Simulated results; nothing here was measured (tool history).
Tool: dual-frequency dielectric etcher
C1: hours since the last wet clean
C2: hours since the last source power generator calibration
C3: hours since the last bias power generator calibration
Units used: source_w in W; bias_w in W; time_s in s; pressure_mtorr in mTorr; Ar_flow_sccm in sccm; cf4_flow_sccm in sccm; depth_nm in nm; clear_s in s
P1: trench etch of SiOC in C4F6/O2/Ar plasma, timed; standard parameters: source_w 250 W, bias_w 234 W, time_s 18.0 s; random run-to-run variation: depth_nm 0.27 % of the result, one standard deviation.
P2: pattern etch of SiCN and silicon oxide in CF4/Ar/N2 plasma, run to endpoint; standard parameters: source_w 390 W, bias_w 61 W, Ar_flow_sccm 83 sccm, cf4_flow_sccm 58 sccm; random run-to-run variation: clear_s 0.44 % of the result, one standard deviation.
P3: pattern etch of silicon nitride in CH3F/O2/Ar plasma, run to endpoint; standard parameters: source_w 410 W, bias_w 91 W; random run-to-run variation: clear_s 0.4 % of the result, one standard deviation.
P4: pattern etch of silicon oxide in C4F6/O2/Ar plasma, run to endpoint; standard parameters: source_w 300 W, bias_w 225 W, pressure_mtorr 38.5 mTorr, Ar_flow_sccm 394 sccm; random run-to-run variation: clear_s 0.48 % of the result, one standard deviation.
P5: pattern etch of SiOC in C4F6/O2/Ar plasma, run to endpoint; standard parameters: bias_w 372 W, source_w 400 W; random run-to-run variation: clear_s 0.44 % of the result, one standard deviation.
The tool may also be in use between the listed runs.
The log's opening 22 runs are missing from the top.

{"run": 23, "hour": 218.9, "process": "P1", "source_w": 250, "bias_w": 234, "time_s": 22.5, "C1": 63.8, "C2": 877.8, "C3": 1494.7, "depth_nm": 44.731}
{"run": 24, "hour": 226.6, "process": "P1", "source_w": 160, "bias_w": 234, "time_s": 18.0, "C1": 71.5, "C2": 885.5, "C3": 1502.4, "depth_nm": 30.117}
{"run": 25, "hour": 238.5, "process": "P1", "source_w": 250, "bias_w": 234, "time_s": 18.0, "C1": 83.4, "C2": 897.4, "C3": 1514.3, "depth_nm": 35.579}
{"run": 26, "hour": 251.0, "process": "P4", "source_w": 430, "bias_w": 225, "pressure_mtorr": 38.5, "Ar_flow_sccm": 394, "C1": 95.9, "C2": 909.9, "C3": 1526.8, "clear_s": 15.861}
{"run": 27, "hour": 260.0, "process": "P1", "source_w": 250, "bias_w": 234, "time_s": 10.0, "C1": 104.9, "C2": 918.9, "C3": 1535.8, "depth_nm": 19.86}
{"run": 28, "hour": 272.6, "process": "P4", "source_w": 300, "bias_w": 268, "pressure_mtorr": 38.5, "Ar_flow_sccm": 394, "C1": 117.5, "C2": 931.5, "C3": 1548.4, "clear_s": 17.105}
{"run": 29, "hour": 280.1, "process": "P1", "source_w": 250, "bias_w": 234, "time_s": 18.0, "C1": 125.0, "C2": 939.0, "C3": 1555.9, "depth_nm": 35.692}
{"run": 30, "hour": 286.6, "process": "P1", "source_w": 250, "bias_w": 234, "time_s": 18.0, "C1": 131.5, "C2": 945.5, "C3": 1562.4, "depth_nm": 35.511}
{"run": 31, "hour": 295.9, "process": "P1", "source_w": 250, "bias_w": 234, "time_s": 18.0, "C1": 140.8, "C2": 954.8, "C3": 1571.7, "depth_nm": 35.431}

Run 32 comes next. What will it give?
{"run": 32, "hour": 307.4, "process": "P1", "source_w": 250, "bias_w": 234, "time_s": 18.0, "C1": 152.3, "C2": 966.3, "C3": 1583.2, "depth_nm": "?"}

For run 32 the tool returned depth_nm 35.285 nm.
